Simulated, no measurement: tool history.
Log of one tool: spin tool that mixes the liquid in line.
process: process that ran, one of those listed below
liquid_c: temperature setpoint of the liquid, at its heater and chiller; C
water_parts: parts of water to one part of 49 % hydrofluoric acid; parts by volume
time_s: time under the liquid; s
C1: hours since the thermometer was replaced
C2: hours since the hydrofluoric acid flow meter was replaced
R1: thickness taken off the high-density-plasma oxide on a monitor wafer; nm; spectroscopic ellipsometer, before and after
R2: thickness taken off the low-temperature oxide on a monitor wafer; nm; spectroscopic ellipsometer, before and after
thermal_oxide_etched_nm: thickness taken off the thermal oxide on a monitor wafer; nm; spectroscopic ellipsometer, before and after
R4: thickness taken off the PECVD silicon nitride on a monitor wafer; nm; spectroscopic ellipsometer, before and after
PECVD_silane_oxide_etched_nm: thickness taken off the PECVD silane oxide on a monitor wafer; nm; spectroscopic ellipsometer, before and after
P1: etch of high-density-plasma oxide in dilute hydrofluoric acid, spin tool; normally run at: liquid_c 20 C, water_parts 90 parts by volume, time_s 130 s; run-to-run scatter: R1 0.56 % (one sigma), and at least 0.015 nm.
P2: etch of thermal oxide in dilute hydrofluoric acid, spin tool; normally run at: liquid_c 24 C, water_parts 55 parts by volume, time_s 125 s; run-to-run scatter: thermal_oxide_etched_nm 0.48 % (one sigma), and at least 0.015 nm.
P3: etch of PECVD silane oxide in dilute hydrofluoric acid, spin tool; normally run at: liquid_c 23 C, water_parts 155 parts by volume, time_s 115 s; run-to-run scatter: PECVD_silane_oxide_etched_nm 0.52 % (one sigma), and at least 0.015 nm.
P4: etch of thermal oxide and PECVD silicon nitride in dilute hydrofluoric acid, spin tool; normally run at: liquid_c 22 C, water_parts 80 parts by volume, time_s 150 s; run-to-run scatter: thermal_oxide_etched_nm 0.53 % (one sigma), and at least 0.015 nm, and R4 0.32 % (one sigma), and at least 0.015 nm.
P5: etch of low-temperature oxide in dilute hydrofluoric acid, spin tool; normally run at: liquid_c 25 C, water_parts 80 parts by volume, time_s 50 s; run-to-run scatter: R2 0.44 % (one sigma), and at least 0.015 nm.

Run 1, day 0.175: process P1, liquid_c 20 C, water_parts 90 parts by volume, time_s 130 s; C1 769.2; C2 1128.2. Result: R1 6.9833 nm.
Run 2, day 0.471: process P5, liquid_c 25 C, water_parts 80 parts by volume, time_s 95 s; C1 776.3; C2 1135.3. Result: R2 15.193 nm.
Run 3, day 0.729: process P5, liquid_c 21 C, water_parts 80 parts by volume, time_s 50 s; C1 782.5; C2 1141.5. Result: R2 6.8294 nm.
Run 4, day 1.025: process P1, liquid_c 20 C, water_parts 125 parts by volume, time_s 130 s; C1 789.6; C2 1148.6. Result: R1 4.894 nm.
Run 5, day 1.271: process P4, liquid_c 22 C, water_parts 80 parts by volume, time_s 290 s; C1 795.5; C2 1154.5. Result: thermal_oxide_etched_nm 16.154 nm, R4 13.047 nm.
Run 6, day 1.521: process P2, liquid_c 24 C, water_parts 55 parts by volume, time_s 125 s; C1 801.5; C2 1160.5. Result: thermal_oxide_etched_nm 11.821 nm.
Run 7, day 1.738: process P1, liquid_c 20 C, water_parts 90 parts by volume, time_s 130 s; C1 806.7; C2 1165.7. Result: R1 6.9685 nm.
Run 8, day 1.9: process P3, liquid_c 23 C, water_parts 155 parts by volume, time_s 115 s; C1 810.6; C2 1169.6. Result: PECVD_silane_oxide_etched_nm 12.999 nm.
Run 9, day 2.121: process P5, liquid_c 25 C, water_parts 80 parts by volume, time_s 50 s; C1 815.9; C2 1174.9. Result: R2 7.9299 nm.
Run 10, day 2.367: process P1, liquid_c 20 C, water_parts 90 parts by volume, time_s 130 s; C1 821.8; C2 1180.8. Result: R1 6.9044 nm.
Run 11, day 2.512: process P2, liquid_c 24 C, water_parts 55 parts by volume, time_s 125 s; C1 825.3; C2 1184.3. Result: thermal_oxide_etched_nm 11.893 nm.
Run 12, day 2.721: process P1, liquid_c 20 C, water_parts 90 parts by volume, time_s 130 s; C1 830.3; C2 1189.3. Result: R1 6.9641 nm.
Run 13, day 3: process P2, liquid_c 29.5 C, water_parts 55 parts by volume, time_s 125 s; C1 837; C2 1196. Result: thermal_oxide_etched_nm 14.753 nm.
Run 14, day 3.208: process P4, liquid_c 22 C, water_parts 130 parts by volume, time_s 150 s; C1 842; C2 1201. Result: thermal_oxide_etched_nm 4.8958 nm, R4 4.1636 nm.
Run 15, day 3.504: process P1, liquid_c 20 C, water_parts 90 parts by volume, time_s 15 s; C1 849.1; C2 1208.1. Result: R1 0.8114 nm.
Run 16, day 3.733: process P4, liquid_c 22 C, water_parts 80 parts by volume, time_s 150 s; C1 854.6; C2 1213.6. Result: thermal_oxide_etched_nm 8.366 nm, R4 6.6761 nm.
Run 17, day 3.962: process P1, liquid_c 17 C, water_parts 90 parts by volume, time_s 130 s; C1 860.1; C2 1219.1. Result: R1 6.1745 nm.
Run 18, day 4.104: process P1, liquid_c 20 C, water_parts 135 parts by volume, time_s 15 s; C1 863.5; C2 1222.5. Result: R1 0.52368 nm.
Run 19, day 4.288: process P1, liquid_c 20 C, water_parts 90 parts by volume, time_s 265 s; C1 867.9; C2 1226.9. Result: R1 14.119 nm.
Run 20, day 4.504: process P4, liquid_c 17 C, water_parts 80 parts by volume, time_s 150 s; C1 873.1; C2 1232.1. Result: thermal_oxide_etched_nm 6.8346 nm, R4 4.7459 nm.
Run 21, day 4.721: process P1, liquid_c 20 C, water_parts 90 parts by volume, time_s 130 s; C1 878.3; C2 1237.3. Result: R1 6.9539 nm.
Run 22, day 4.975: process P3, liquid_c 17 C, water_parts 155 parts by volume, time_s 115 s; C1 884.4; C2 1243.4. Result: PECVD_silane_oxide_etched_nm 10.207 nm.
Run 23, day 5.167: process P1, liquid_c 20 C, water_parts 35 parts by volume, time_s 130 s; C1 889; C2 1248. Result: R1 18.979 nm.
Run 24, day 5.358: process P5, liquid_c 25 C, water_parts 130 parts by volume, time_s 50 s; C1 893.6; C2 1252.6. Result: R2 4.5728 nm.
Run 25, day 5.617: process P3, liquid_c 23 C, water_parts 70 parts by volume, time_s 115 s; C1 899.8; C2 1258.8. Result: PECVD_silane_oxide_etched_nm 31.839 nm.
Run 26, day 5.846: process P4, liquid_c 22 C, water_parts 80 parts by volume, time_s 150 s; C1 905.3; C2 1264.3. Result: thermal_oxide_etched_nm 8.3325 nm, R4 6.7657 nm.
Run 27, day 6.046: process P3, liquid_c 23 C, water_parts 155 parts by volume, time_s 115 s; C1 910.1; C2 1269.1. Result: PECVD_silane_oxide_etched_nm 13.045 nm.
Run 28, day 6.321: process P1, liquid_c 20 C, water_parts 90 parts by volume, time_s 130 s; C1 916.7; C2 1275.7. Result: R1 7.0157 nm.
Run 29, day 6.571: process P1, liquid_c 24 C, water_parts 90 parts by volume, time_s 130 s; C1 922.7; C2 1281.7. Result: R1 8.2502 nm.
Run 30, day 6.883: process P3, liquid_c 23 C, water_parts 155 parts by volume, time_s 50 s; C1 930.2; C2 1289.2. Result: PECVD_silane_oxide_etched_nm 5.6774 nm.
Run 31, day 7.092: process P2, liquid_c 24 C, water_parts 85 parts by volume, time_s 125 s; C1 935.2; C2 1294.2. Result: thermal_oxide_etched_nm 7.3447 nm.
Run 32, day 7.321: process P2, liquid_c 24 C, water_parts 55 parts by volume, time_s 240 s; C1 940.7; C2 1299.7. Result: thermal_oxide_etched_nm 22.593 nm.
Run 33, day 7.504: process P5, liquid_c 25 C, water_parts 80 parts by volume, time_s 50 s; C1 945.1; C2 1304.1. Result: R2 7.9617 nm.
Run 34, day 7.817: process P1, liquid_c 20 C, water_parts 90 parts by volume, time_s 130 s; C1 952.6; C2 1311.6. Result: R1 6.9696 nm.
Run 35, day 7.958: process P1, liquid_c 20 C, water_parts 90 parts by volume, time_s 130 s; C1 956; C2 1315. Result: R1 7.1623 nm.
Run 36, day 8.208: process P1, liquid_c 20 C, water_parts 90 parts by volume, time_s 130 s; C1 962; C2 1321. Result: R1 7.3022 nm.
Run 37, day 8.508: process P1, liquid_c 20 C, water_parts 90 parts by volume, time_s 130 s; C1 969.2; C2 1328.2. Result: R1 7.3671 nm.
Run 38, day 8.775: process P1, liquid_c 20 C, water_parts 90 parts by volume, time_s 130 s; C1 975.6; C2 1334.6. Result: R1 7.4578 nm.
Run 39, day 8.979: process P1, liquid_c 20 C, water_parts 90 parts by volume, time_s 130 s; C1 980.5; C2 1339.5. Result: R1 7.5558 nm.
Run 40, day 9.125: process P1, liquid_c 20 C, water_parts 90 parts by volume, time_s 130 s; C1 984; C2 1343. Result: R1 7.533 nm.
Run 41, day 9.354: process P1, liquid_c 20 C, water_parts 90 parts by volume, time_s 130 s; C1 989.5; C2 1348.5. Result: R1 7.5633 nm.

Run 42 comes next. What will it give?
Run 42, day 9.521: process P1, liquid_c 20 C, water_parts 90 parts by volume, time_s 130 s; C1 993.5; C2 1352.5. Result: R1 ?.

{"run 42": {"R1": 7.5881}}
